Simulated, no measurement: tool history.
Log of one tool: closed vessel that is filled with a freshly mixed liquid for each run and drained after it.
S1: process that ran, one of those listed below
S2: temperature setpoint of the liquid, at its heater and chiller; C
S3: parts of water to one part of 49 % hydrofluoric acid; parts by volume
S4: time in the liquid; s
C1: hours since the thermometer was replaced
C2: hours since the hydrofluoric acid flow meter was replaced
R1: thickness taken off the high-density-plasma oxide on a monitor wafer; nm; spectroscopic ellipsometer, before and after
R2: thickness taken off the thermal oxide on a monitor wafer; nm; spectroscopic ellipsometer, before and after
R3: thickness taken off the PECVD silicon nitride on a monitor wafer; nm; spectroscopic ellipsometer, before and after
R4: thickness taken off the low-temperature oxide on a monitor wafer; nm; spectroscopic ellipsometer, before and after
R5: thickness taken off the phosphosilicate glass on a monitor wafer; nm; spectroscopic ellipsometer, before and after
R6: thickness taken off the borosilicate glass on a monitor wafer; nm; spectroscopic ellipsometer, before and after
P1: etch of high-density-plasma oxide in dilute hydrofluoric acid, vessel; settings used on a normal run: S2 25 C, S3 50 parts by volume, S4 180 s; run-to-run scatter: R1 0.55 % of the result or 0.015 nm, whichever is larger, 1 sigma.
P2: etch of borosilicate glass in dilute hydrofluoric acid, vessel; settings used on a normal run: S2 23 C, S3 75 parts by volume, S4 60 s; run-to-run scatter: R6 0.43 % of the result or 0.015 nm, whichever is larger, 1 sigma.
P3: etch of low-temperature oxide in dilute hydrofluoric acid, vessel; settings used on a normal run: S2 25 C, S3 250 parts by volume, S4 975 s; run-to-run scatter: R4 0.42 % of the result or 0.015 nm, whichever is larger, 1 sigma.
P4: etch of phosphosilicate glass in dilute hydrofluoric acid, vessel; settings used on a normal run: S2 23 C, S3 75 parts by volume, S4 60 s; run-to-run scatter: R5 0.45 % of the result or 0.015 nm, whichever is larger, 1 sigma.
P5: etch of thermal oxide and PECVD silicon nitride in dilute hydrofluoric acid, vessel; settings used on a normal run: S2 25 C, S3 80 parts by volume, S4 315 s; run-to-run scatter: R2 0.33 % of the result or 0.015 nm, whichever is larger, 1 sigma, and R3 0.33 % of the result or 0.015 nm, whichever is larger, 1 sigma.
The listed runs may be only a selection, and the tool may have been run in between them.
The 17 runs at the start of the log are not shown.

run 18 hour=97.2 | S1=P4 S2=23 S3=75 S4=30 | C1=38.3 C2=754.5 | R5=26.764
run 19 hour=104.3 | S1=P1 S2=25 S3=50 S4=180 | C1=45.4 C2=761.6 | R1=20.637
run 20 hour=107.5 | S1=P2 S2=23 S3=75 S4=60 | C1=48.6 C2=764.8 | R6=22.941
run 21 hour=112 | S1=P1 S2=25 S3=85 S4=305 | C1=53.1 C2=769.3 | R1=19.443
run 22 hour=115.8 | S1=P3 S2=25 S3=55 S4=975 | C1=56.9 C2=773.1 | R4=228.85
run 23 hour=122.1 | S1=P4 S2=23 S3=75 S4=60 | C1=63.2 C2=779.4 | R5=53.539
run 24 hour=126.5 | S1=P5 S2=25 S3=80 S4=30 | C1=67.6 C2=783.8 | R2=1.8931 R3=1.1737
run 25 hour=130.8 | S1=P1 S2=25 S3=50 S4=180 | C1=71.9 C2=788.1 | R1=20.387
run 26 hour=135 | S1=P3 S2=25 S3=250 S4=975 | C1=76.1 C2=792.3 | R4=39.882

Forecast run 27:
run 27 hour=142.1 | S1=P1 S2=25 S3=50 S4=180 | C1=83.2 C2=799.4 | R1=?

{"run 27": {"R1": 20.715}}

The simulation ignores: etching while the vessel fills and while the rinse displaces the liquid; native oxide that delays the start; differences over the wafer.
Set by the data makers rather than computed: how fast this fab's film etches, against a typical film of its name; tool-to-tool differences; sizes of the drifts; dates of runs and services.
